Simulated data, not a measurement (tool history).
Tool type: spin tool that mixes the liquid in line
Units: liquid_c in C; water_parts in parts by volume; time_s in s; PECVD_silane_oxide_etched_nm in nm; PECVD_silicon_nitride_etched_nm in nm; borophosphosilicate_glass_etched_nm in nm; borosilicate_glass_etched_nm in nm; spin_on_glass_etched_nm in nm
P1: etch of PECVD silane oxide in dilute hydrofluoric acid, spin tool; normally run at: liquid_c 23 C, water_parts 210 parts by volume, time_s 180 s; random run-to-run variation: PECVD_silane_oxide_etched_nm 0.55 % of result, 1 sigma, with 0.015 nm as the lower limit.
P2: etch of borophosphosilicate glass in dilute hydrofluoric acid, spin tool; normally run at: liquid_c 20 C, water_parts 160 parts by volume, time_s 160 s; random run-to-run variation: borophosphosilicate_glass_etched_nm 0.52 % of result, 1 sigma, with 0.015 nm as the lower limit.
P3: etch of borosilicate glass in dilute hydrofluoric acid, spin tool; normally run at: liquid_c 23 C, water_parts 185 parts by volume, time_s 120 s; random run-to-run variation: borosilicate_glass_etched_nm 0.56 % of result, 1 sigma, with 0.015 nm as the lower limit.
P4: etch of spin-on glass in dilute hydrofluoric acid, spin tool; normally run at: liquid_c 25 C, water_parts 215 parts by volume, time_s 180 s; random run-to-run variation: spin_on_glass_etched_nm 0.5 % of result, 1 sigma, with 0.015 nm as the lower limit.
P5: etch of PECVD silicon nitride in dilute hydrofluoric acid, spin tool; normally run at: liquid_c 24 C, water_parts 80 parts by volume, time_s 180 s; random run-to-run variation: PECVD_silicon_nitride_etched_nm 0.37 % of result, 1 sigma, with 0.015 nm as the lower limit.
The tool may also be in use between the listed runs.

run,day,process,liquid_c,water_parts,time_s,hours since the thermometer was replaced,hours since the hydrofluoric acid flow meter was replaced,PECVD_silane_oxide_etched_nm,PECVD_silicon_nitride_etched_nm,borophosphosilicate_glass_etched_nm,borosilicate_glass_etched_nm,spin_on_glass_etched_nm
1,0.279,P1,23,210,180,1537.7,923.1,35.052,,,,
2,0.529,P5,24,80,180,1543.7,929.1,,8.426,,,
3,0.771,P2,17,160,160,1549.5,934.9,,,39.402,,
4,0.988,P1,23,210,180,1554.7,940.1,35.155,,,,
5,1.317,P1,19,210,355,1562.6,948,59.396,,,,
6,1.512,P3,23,185,120,1567.3,952.7,,,,9.7651,
7,1.725,P4,25,215,180,1572.4,957.8,,,,,20.563
8,1.908,P2,20,160,160,1576.8,962.2,,,44.606,,
9,2.225,P1,17.5,210,180,1584.4,969.8,28.441,,,,
10,2.383,P1,23,290,180,1588.2,973.6,23.721,,,,
11,2.6,P4,25,355,180,1593.4,978.8,,,,,10.845
12,2.854,P1,30.5,210,180,1599.5,984.9,45.567,,,,
# day 3.025: hydrofluoric acid flow meter replaced
13,3.158,P5,24,80,75,1606.8,3.2,,3.5078,,,
14,3.375,P3,31,185,120,1612,8.4,,,,12.879,
15,3.638,P3,23,185,60,1618.3,14.7,,,,4.9206,
16,3.908,P1,23,210,180,1624.8,21.2,35.211,,,,
17,4.238,P1,23,35,180,1632.7,29.1,260.33,,,,
18,4.496,P3,23,185,120,1638.9,35.3,,,,9.9412,
19,4.692,P1,23,210,180,1643.6,40,35.57,,,,
20,4.867,P1,23,210,25,1647.8,44.2,4.8641,,,,
21,5.133,P2,20,60,160,1654.2,50.6,,,132.22,,
22,5.371,P4,25,215,180,1659.9,56.3,,,,,20.528
23,5.688,P1,23,210,330,1667.5,63.9,64.516,,,,
24,5.988,P4,31,215,180,1674.7,71.1,,,,,25.519
25,6.175,P5,29,80,180,1679.2,75.6,,11.636,,,
26,6.404,P4,25,215,345,1684.7,81.1,,,,,39.598
27,6.746,P5,24,110,180,1692.9,89.3,,6.1437,,,
28,7.008,P2,20,160,250,1699.2,95.6,,,69.423,,
29,7.296,P3,23,270,120,1706.1,102.5,,,,6.1449,
30,7.483,P1,23,210,180,1710.6,107,35.123,,,,
31,7.642,P1,23,210,180,1714.4,110.8,35.907,,,,
32,7.842,P1,23,210,180,1719.2,115.6,36.336,,,,
33,8.1,P1,23,210,180,1725.4,121.8,37.13,,,,
34,8.433,P1,23,210,180,1733.4,129.8,37.606,,,,
35,8.758,P1,23,210,180,1741.2,137.6,37.749,,,,
36,9.088,P1,23,210,180,1749.1,145.5,38.43,,,,
37,9.304,P1,23,210,180,1754.3,150.7,38.213,,,,
38,9.496,P1,23,210,180,1758.9,155.3,38.148,,,,
39,9.65,P1,23,210,180,1762.6,159,37.939,,,,
40,9.925,P1,23,210,180,1769.2,165.6,38.257,,,,

What P1 gives has crept away from where it was. These 2 causes fit the log equally well, each at the size given:
A: hydrofluoric acid flow above the setpoint (%) = 7.21
B: liquid hotter than its thermometer reads (K) = 2.31
The creep began at about day 7.483.

Of the 4 check runs listed below, each run on one wafer and each result written as a question mark, which would let you distinguish the listed causes because they would give clearly different results?
check 1,10.2,P3,23,185,120,,,,,,?,
check 2,10.2,P2,20,160,160,,,,,?,,
check 3,10.2,P4,25,215,180,,,,,,,?
check 4,10.2,P5,24,80,180,,,,?,,,

Outcome of each check run for each possible cause:
check,result,if A,if B
check 1,borosilicate_glass_etched_nm,10.642,10.674
check 2,borophosphosilicate_glass_etched_nm,48.435,48.899
check 3,spin_on_glass_etched_nm,22.541,22.476
check 4,PECVD_silicon_nitride_etched_nm,9.0098,9.7959
Distance between the nearest two causes, measured in the result of the check that separates them most: check 1 0.31 %; check 2 0.95 %; check 3 0.29 %; check 4 8.36 %
Only in check 4 would the causes give clearly different results; in the remaining checks their results would be nearly the same.

Here is what check 4 returned: PECVD_silicon_nitride_etched_nm 9.8345 nm. Which cause is it?

Of the candidate causes, it is B: liquid hotter than its thermometer reads (K).
